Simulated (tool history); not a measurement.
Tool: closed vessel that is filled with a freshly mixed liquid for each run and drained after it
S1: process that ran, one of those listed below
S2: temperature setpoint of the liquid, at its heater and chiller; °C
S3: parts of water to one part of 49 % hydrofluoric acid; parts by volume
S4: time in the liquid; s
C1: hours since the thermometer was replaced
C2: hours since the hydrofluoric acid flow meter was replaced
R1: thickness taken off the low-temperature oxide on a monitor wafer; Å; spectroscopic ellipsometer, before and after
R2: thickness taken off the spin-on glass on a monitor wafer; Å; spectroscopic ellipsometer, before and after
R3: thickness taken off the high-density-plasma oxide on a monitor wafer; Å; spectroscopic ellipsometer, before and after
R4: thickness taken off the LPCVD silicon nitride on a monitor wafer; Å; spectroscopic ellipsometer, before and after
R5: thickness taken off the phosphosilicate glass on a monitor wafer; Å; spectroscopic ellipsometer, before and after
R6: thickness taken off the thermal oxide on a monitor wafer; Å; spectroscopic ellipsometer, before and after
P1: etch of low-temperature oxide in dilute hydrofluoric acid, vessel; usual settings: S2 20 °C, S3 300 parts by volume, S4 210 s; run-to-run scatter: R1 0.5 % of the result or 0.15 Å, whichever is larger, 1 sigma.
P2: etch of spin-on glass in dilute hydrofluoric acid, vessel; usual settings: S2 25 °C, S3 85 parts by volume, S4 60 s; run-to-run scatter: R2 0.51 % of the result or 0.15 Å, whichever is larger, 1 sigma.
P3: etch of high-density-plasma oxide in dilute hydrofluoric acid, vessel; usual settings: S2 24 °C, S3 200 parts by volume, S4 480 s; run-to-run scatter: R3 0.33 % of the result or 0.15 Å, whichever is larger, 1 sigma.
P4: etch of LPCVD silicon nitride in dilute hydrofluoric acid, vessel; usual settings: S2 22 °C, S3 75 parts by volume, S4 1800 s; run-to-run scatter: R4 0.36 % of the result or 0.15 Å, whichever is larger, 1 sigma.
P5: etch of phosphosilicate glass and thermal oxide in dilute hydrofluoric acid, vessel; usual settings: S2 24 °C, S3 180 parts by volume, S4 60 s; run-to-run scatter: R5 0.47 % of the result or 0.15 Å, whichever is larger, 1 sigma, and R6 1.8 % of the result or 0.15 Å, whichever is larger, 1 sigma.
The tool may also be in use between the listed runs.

run    day  S1  S2   S3    S4      C1      C2      R1      R2      R3      R4      R5      R6
  1  0.246  P1  20  300   210  1409.1  1813.1  106.07
  2  0.533  P2  25   85    30    1416    1820          240.14
  3  0.808  P1  20  300   210  1422.6  1826.6   104.7
  4  1.171  P1  20  510   210  1431.3  1835.3  52.123
  5  1.371  P3  24  200   480  1436.1  1840.1                  120.17
  6  1.742  P1  20  300   210    1445    1849  105.78
  7  2.142  P3  24  200   765  1454.6  1858.6                  192.55
  8  2.462  P4  22   75   610  1462.3  1866.3                          39.328
  9  2.704  P4  22   40  1800  1468.1  1872.1                          217.51
 10  3.012  P3  24   35   480  1475.5  1879.5                  837.16
 11  3.325  P5  24  300    60    1483    1887                                  96.423  7.3261
 12  3.575  P1  20  300    30    1489    1893  14.983
 13    3.8  P1  20  300   210  1494.4  1898.4  106.57
 14   4.05  P1  17  300   210  1500.4  1904.4  94.212
 15  4.425  P2  25   85    60  1509.4  1913.4          477.13
 16  4.662  P1  20  450   410  1515.1  1919.1   121.5
 17  4.892  P5  28  180    60  1520.6  1924.6                                  208.42  16.075
 18  5.275  P1  20  300   210  1529.8  1933.8  106.32
 19  5.608  P1  20  300   375  1537.8  1941.8  188.84

Forecast run 20:
 20  5.858  P3  30  200  480  1543.8  1947.8           ?

{"run 20": {"R3": 148.45}}

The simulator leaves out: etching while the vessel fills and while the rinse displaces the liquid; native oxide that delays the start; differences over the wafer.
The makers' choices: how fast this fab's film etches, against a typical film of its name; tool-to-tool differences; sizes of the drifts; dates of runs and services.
